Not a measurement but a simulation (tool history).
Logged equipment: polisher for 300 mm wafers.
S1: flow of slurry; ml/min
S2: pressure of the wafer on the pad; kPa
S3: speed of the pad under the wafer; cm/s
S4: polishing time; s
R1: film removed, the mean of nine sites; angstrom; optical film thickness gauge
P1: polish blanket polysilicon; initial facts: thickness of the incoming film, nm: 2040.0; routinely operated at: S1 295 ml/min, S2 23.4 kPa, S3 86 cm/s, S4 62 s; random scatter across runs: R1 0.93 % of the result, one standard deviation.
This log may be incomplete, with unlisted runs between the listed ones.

run	hour	S1	S2	S3	S4	R1
1	11.5	295	23.4	86	62	4734.1
2	19.0	295	23.4	86	62	4717.1
3	28.0	295	23.4	86	62	4850.5
4	35.7	430	23.4	86	62	4963.9
5	47.5	175	23.4	86	62	4487.3
6	62.2	295	11.7	86	62	2369.5
7	76.6	295	23.4	86	93	7179.9
8	91.7	295	23.4	86	62	4763.3
9	99.6	295	23.4	86	62	4708.2
10	114.9	175	23.4	64	62	3350.1
11	128.3	295	23.4	124	62	7006.3
12	137.9	295	23.4	52	62	2916.5
13	153.8	295	23.4	86	62	4906.4
14	165.2	450	23.4	132	62	7527.9
15	172.3	295	23.4	86	62	4746.4
16	184.3	295	35.9	86	62	7370.1
17	197.4	295	23.4	86	29	2203.2
18	207.5	295	23.4	86	62	4759.2
19	215.6	295	23.4	86	62	4754.2
20	228.5	295	23.4	86	62	4649.9
21	238.4	295	23.4	86	62	4737.6
22	246.5	295	23.4	86	62	4541.4
23	259.3	295	23.4	86	62	4513.9
24	274.8	295	23.4	86	62	4551.6
# hour 282.7: worn pad replaced by a new one
25	289.4	295	23.4	86	62	4569.8
26	302.8	295	23.4	86	62	4574.8

For run 27, what comes out?
27	316.2	295	23.4	86	62	?

R1: 4572.2 angstrom
